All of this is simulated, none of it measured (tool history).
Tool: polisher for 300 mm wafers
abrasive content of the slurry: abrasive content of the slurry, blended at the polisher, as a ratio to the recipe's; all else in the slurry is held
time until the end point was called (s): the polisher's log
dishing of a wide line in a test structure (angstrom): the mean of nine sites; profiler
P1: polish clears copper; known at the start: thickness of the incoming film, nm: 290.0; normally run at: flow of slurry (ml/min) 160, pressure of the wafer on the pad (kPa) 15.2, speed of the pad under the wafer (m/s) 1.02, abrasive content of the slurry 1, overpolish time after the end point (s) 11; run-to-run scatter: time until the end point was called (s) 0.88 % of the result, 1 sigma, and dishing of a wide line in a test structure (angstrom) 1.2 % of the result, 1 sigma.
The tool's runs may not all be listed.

run   hour  flow of slurry (ml/min)  pressure of the wafer on the pad (kPa)  speed of the pad under the wafer (m/s)  abrasive content of the slurry  overpolish time after the end point (s)  wafers polished on this pad  hours since the slurry nozzle was cleaned  hours since the head pressure was calibrated  hours since the slurry blender was calibrated  time until the end point was called (s)  dishing of a wide line in a test structure (angstrom)
  1   12.4                      160                                    15.2                                    1.02                               1                                       11                          408                                      250.4                                         350.6                                          152.1                                   112.73                                                 197.73
  2   29.6                      160                                    15.2                                    0.64                             0.7                                       11                          547                                      267.6                                         367.8                                          169.3                                    195.9                                                 121.79
  3   38.8                      160                                    15.2                                    1.02                               1                                       11                          621                                      276.8                                           377                                          178.5                                   114.39                                                 201.51
  4   51.5                      160                                      11                                    1.02                               1                                       11                          723                                      289.5                                         389.7                                          191.2                                   157.91                                                 146.85
  5     66                      160                                    15.2                                    0.46                               1                                       11                          840                                        304                                         404.2                                          205.7                                   254.16                                                 95.943
  6   77.4                      160                                    20.7                                    1.02                               1                                       11                          932                                      315.4                                         415.6                                          217.1                                    83.67                                                 261.21
  7   93.2                      160                                    15.2                                    1.02                               1                                        3                         1059                                      331.2                                         431.4                                          232.9                                   111.53                                                  57.71
  8  101.3                       95                                    15.2                                    1.02                               1                                       11                         1125                                      339.3                                         439.5                                            241                                   129.41                                                 180.11
  9  109.6                      160                                    15.2                                    1.02                             0.5                                       11                         1192                                      347.6                                         447.8                                          249.3                                   131.79                                                 176.72
 10  121.3                      160                                    15.2                                    1.02                               1                                       11                         1286                                      359.3                                         459.5                                            261                                   112.85                                                 199.82
 11  132.3                      225                                    15.2                                    1.02                               1                                       11                         1375                                      370.3                                         470.5                                            272                                   109.86                                                 213.06
 12  144.6                      160                                    15.2                                    1.02                               1                                       21                         1474                                      382.6                                         482.8                                          284.3                                   113.39                                                 354.97
 13  158.8                      160                                    15.2                                    1.02                               1                                       11                         1588                                      396.8                                           497                                          298.5                                   113.29                                                 197.96
 14  174.4                      160                                    15.2                                    1.34                               1                                       11                         1714                                      412.4                                         512.6                                          314.1                                   86.592                                                 252.01
 15  182.9                      110                                     6.9                                    1.02                               1                                       11                         1783                                      420.9                                         521.1                                          322.6                                   267.45                                                 87.833
 16  195.3                      160                                    15.2                                    1.02                            1.45                                       11                         1883                                      433.3                                         533.5                                            335                                   106.51                                                  218.6

The next listed run, before its measurement:
 17  204.8                      160                                    15.2                                    1.02                               1                                       11                         1959                                      442.8                                           543                                          344.5                                        ?                                                      ?

{"run 17": {"time until the end point was called (s)": 112.9, "dishing of a wide line in a test structure (angstrom)": 202.68}}

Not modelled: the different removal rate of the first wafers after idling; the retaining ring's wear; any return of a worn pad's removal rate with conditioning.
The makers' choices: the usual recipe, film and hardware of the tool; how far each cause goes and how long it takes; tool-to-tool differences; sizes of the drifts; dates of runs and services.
